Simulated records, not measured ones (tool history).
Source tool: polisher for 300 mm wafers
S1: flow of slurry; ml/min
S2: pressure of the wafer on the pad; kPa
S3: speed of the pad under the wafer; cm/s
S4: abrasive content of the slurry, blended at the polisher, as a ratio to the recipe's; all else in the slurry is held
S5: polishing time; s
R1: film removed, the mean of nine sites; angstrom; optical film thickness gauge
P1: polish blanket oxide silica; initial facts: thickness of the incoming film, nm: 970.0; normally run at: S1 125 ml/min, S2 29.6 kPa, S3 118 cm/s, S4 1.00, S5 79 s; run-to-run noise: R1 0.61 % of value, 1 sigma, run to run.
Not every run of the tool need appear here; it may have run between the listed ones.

run,hour,S1,S2,S3,S4,S5,R1
1,6.3,125,29.6,118,1.00,79,2559.9
2,15.3,125,29.6,118,1.00,79,2556.5
3,27.1,125,29.6,178,1.00,79,3558.4
4,40.2,75,29.6,118,1.00,79,2247.3
# hour 49.5: slurry blender recalibrated
5,52.7,125,29.6,118,1.00,79,2582.5
6,59.9,125,29.6,118,1.00,79,2542.4
7,72.9,125,29.6,118,1.00,79,2554.2
8,80.9,125,29.6,76,1.00,79,1821.6
9,89.3,125,29.6,118,0.65,79,2053.9
10,97.4,125,45.5,118,1.00,79,3923.8
11,105.2,125,29.6,160,0.65,79,2636.6
12,117.7,190,29.6,118,1.00,79,2775.2
13,127.1,125,29.6,118,1.00,79,2555.6
14,140.5,125,29.6,118,1.00,118,3833.5
15,154.5,125,29.6,118,1.25,79,2797.4
# hour 157.8: slurry nozzle cleaned
16,161.9,125,13.8,118,1.00,79,1184.7
17,169.0,125,29.6,118,1.00,54,1748.1
18,181.8,125,29.6,118,1.00,79,2573.1
19,195.1,125,29.6,118,1.00,79,2465.4
20,208.6,125,29.6,118,1.00,79,2421.4
# hour 218.1: worn pad replaced by a new one
21,222.5,125,29.6,118,1.00,79,2346.1
22,230.8,125,29.6,118,1.00,79,2328.6
# hour 234.0: conditioning disc replaced and pad reconditioned
# hour 235.3: head pressure recalibrated
23,241.0,125,29.6,118,1.00,79,2316.3
24,250.2,125,29.6,118,1.00,79,2301.6
25,261.1,125,29.6,118,1.00,79,2293.0

P1 no longer gives what it gave before; its output has crept away from where it was. The following 2 causes, each at its listed size, fit the log equally well:
A: abrasive missing from the slurry, % = 20.2
B: slurry flow missing at the pad, % = 35.2
The gradual shift began around hour 181.8.
The rest of the possible causes, and what rules out each one:
removal rate lost through wear of the pad, %: maintenance at hour 218.1, after the shift began, did not return the process to its former output
head's pressure below its setpoint, %: maintenance at hour 235.3, after the shift began, did not return the process to its former output
time polished since the conditioner stopped cutting, s: maintenance at hour 234.0, after the shift began, did not return the process to its former output

Which of the check runs below tells the causes apart, meaning the causes would give it clearly different results? Each run uses 5 wafers whose results are averaged, and each result is shown as a question mark.
check 1,272.0,125,39.3,118,1.00,79,?
check 2,272.0,125,37.9,118,1.00,107,?
check 3,272.0,160,39.3,118,1.00,79,?
check 4,272.0,125,42.1,118,1.00,79,?

Expected result of each check under each candidate cause:
check,result,if A,if B
check 1,R1,3041.3,3042.2
check 2,R1,3974.6,3975.9
check 3,R1,3182.2,3252.5
check 4,R1,3254.7,3255.7
Separation of the two closest causes in each check, using whichever result separates them best: check 1 0.03 %; check 2 0.03 %; check 3 2.18 %; check 4 0.03 %
The causes can be told apart only by check 3. The other checks would give nearly the same results under each of them.

After running check 3, the following was obtained: R1 3260.9 angstrom. Which cause does this point to?

It is B: slurry flow missing at the pad, %.

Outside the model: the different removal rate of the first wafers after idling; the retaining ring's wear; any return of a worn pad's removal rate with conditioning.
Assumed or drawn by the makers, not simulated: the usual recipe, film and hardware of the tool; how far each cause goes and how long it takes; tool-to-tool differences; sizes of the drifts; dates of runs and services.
